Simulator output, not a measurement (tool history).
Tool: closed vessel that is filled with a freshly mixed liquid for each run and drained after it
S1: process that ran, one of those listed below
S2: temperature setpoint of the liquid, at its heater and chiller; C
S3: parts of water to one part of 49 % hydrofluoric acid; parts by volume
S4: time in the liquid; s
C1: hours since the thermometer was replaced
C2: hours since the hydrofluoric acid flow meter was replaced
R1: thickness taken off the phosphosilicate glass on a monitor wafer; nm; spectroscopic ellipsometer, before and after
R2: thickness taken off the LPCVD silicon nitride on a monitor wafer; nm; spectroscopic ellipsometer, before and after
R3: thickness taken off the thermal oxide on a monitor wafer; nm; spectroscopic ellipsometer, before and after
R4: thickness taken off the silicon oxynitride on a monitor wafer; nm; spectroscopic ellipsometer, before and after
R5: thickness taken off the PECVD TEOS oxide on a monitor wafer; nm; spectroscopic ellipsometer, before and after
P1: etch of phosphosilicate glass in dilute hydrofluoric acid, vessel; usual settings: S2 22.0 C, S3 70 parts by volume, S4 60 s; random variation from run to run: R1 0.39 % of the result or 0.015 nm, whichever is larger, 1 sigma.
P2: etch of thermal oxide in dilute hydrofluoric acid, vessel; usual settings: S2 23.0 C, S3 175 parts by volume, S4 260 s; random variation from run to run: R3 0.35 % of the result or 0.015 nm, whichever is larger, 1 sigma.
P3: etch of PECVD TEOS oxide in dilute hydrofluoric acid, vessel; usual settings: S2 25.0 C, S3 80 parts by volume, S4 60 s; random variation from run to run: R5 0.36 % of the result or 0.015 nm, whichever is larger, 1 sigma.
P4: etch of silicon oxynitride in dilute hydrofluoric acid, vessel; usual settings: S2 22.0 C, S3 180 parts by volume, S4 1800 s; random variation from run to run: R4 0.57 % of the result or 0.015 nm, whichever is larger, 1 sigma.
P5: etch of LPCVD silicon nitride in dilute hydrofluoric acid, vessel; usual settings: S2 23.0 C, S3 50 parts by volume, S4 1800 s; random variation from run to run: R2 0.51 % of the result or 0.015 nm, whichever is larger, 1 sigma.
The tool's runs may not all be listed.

run 1 day=0.483 | S1=P1 S2=22.0 S3=70 S4=60 | C1=295.4 C2=1210.3 | R1=49.449
run 2 day=0.796 | S1=P5 S2=23.0 S3=50 S4=1800 | C1=302.9 C2=1217.8 | R2=16.5970
run 3 day=1.317 | S1=P5 S2=23.0 S3=30 S4=1800 | C1=315.4 C2=1230.3 | R2=27.5190
run 4 day=1.575 | S1=P1 S2=22.0 S3=70 S4=60 | C1=321.6 C2=1236.5 | R1=49.434
run 5 day=1.950 | S1=P2 S2=23.0 S3=175 S4=260 | C1=330.6 C2=1245.5 | R3=6.0744
run 6 day=2.229 | S1=P1 S2=26.0 S3=120 S4=60 | C1=337.3 C2=1252.2 | R1=31.846
run 7 day=2.762 | S1=P4 S2=29.0 S3=180 S4=1800 | C1=350.1 C2=1265.0 | R4=16.3830
run 8 day=3.308 | S1=P2 S2=23.0 S3=85 S4=260 | C1=363.2 C2=1278.1 | R3=13.8110
run 9 day=3.571 | S1=P1 S2=28.5 S3=70 S4=35 | C1=369.5 C2=1284.4 | R1=37.484
run 10 day=4.021 | S1=P3 S2=20.0 S3=80 S4=60 | C1=380.3 C2=1295.2 | R5=14.4280
run 11 day=4.575 | S1=P5 S2=23.0 S3=50 S4=855 | C1=393.6 C2=1308.5 | R2=7.8171
run 12 day=4.912 | S1=P3 S2=25.0 S3=80 S4=30 | C1=401.7 C2=1316.6 | R5=8.8347
run 13 day=5.333 | S1=P1 S2=22.0 S3=70 S4=105 | C1=411.8 C2=1326.7 | R1=86.682
run 14 day=5.842 | S1=P5 S2=23.0 S3=50 S4=1800 | C1=424.0 C2=1338.9 | R2=16.5440
run 15 day=6.296 | S1=P1 S2=22.0 S3=95 S4=60 | C1=434.9 C2=1349.8 | R1=35.513
run 16 day=6.683 | S1=P1 S2=22.0 S3=70 S4=60 | C1=444.2 C2=1359.1 | R1=49.530
run 17 day=7.017 | S1=P3 S2=25.0 S3=80 S4=60 | C1=452.2 C2=1367.1 | R5=17.7600
run 18 day=7.333 | S1=P5 S2=17.0 S3=50 S4=1800 | C1=459.8 C2=1374.7 | R2=11.0630
run 19 day=7.688 | S1=P1 S2=30.0 S3=70 S4=60 | C1=468.3 C2=1383.2 | R1=68.020
run 20 day=8.067 | S1=P1 S2=22.0 S3=70 S4=60 | C1=477.4 C2=1392.3 | R1=49.540
run 21 day=8.333 | S1=P4 S2=22.0 S3=325 S4=1800 | C1=483.8 C2=1398.7 | R4=6.0203
run 22 day=8.883 | S1=P2 S2=23.0 S3=175 S4=65 | C1=497.0 C2=1411.9 | R3=1.5321
run 23 day=9.250 | S1=P3 S2=25.0 S3=35 S4=60 | C1=505.8 C2=1420.7 | R5=43.0540
run 24 day=9.629 | S1=P1 S2=22.0 S3=70 S4=60 | C1=514.9 C2=1429.8 | R1=49.275
run 25 day=10.046 | S1=P4 S2=22.0 S3=180 S4=1800 | C1=524.9 C2=1439.8 | R4=12.0820
run 26 day=10.508 | S1=P1 S2=22.0 S3=20 S4=30 | C1=536.0 C2=1450.9 | R1=92.479
run 27 day=10.775 | S1=P1 S2=22.0 S3=70 S4=30 | C1=542.4 C2=1457.3 | R1=24.736
run 28 day=11.138 | S1=P1 S2=22.0 S3=20 S4=60 | C1=551.1 C2=1466.0 | R1=185.610
run 29 day=11.571 | S1=P2 S2=17.0 S3=175 S4=260 | C1=561.5 C2=1476.4 | R3=4.7947
run 30 day=11.967 | S1=P2 S2=23.0 S3=175 S4=260 | C1=571.0 C2=1485.9 | R3=6.0424
run 31 day=12.446 | S1=P1 S2=22.0 S3=70 S4=60 | C1=582.5 C2=1497.4 | R1=49.597
run 32 day=12.733 | S1=P1 S2=17.0 S3=70 S4=60 | C1=589.4 C2=1504.3 | R1=40.319
run 33 day=13.229 | S1=P4 S2=22.0 S3=180 S4=870 | C1=601.3 C2=1516.2 | R4=5.8107
run 34 day=13.779 | S1=P1 S2=22.0 S3=70 S4=60 | C1=614.5 C2=1529.4 | R1=49.625
run 35 day=14.096 | S1=P1 S2=22.0 S3=70 S4=60 | C1=622.1 C2=1537.0 | R1=50.412
run 36 day=14.521 | S1=P1 S2=22.0 S3=70 S4=60 | C1=632.3 C2=1547.2 | R1=51.309
run 37 day=14.808 | S1=P1 S2=22.0 S3=70 S4=60 | C1=639.2 C2=1554.1 | R1=51.472
run 38 day=15.083 | S1=P1 S2=22.0 S3=70 S4=60 | C1=645.8 C2=1560.7 | R1=51.814
run 39 day=15.558 | S1=P1 S2=22.0 S3=70 S4=60 | C1=657.2 C2=1572.1 | R1=51.787
run 40 day=16.038 | S1=P1 S2=22.0 S3=70 S4=60 | C1=668.7 C2=1583.6 | R1=52.391
run 41 day=16.512 | S1=P1 S2=22.0 S3=70 S4=60 | C1=680.1 C2=1595.0 | R1=52.200
run 42 day=16.917 | S1=P1 S2=22.0 S3=70 S4=60 | C1=689.8 C2=1604.7 | R1=52.549
run 43 day=17.217 | S1=P1 S2=22.0 S3=70 S4=60 | C1=697.0 C2=1611.9 | R1=52.749
run 44 day=17.600 | S1=P1 S2=22.0 S3=70 S4=60 | C1=706.2 C2=1621.1 | R1=52.777
run 45 day=18.021 | S1=P1 S2=22.0 S3=70 S4=60 | C1=716.3 C2=1631.2 | R1=52.872

What P1 gives has crept away from where it was. These 2 causes fit the log equally well, each at the size given:
A: liquid hotter than its thermometer reads (K) = 1.44
B: hydrofluoric acid flow above the setpoint (%) = 5.56
The creep began at about day 13.779.

4 check runs are offered, one wafer each, their results left as question marks. Which one tells the causes apart?
run check 1 day=18.442 | S1=P5 S2=23.0 S3=50 S4=1800 | R2=?
run check 2 day=18.442 | S1=P3 S2=25.0 S3=80 S4=60 | R5=?
run check 3 day=18.442 | S1=P2 S2=23.0 S3=175 S4=260 | R3=?
run check 4 day=18.442 | S1=P4 S2=22.0 S3=180 S4=1800 | R4=?

What each check would give under each cause:
check=check_1 result=R2 if_A=18.3200 if_B=17.5220
check=check_2 result=R5 if_A=18.7650 if_B=18.8120
check=check_3 result=R3 if_A=6.3999 if_B=6.4634
check=check_4 result=R4 if_A=12.8190 if_B=12.7570
How far apart the two closest causes lie, in the result that separates them most: check 1 4.45 %; check 2 0.25 %; check 3 0.99 %; check 4 0.48 %
Only check 1 tells the causes apart: in the others they would give nearly the same result.

Then check 1 was run and gave: R2 18.3480 nm. Which cause is it?

It is A: liquid hotter than its thermometer reads (K).
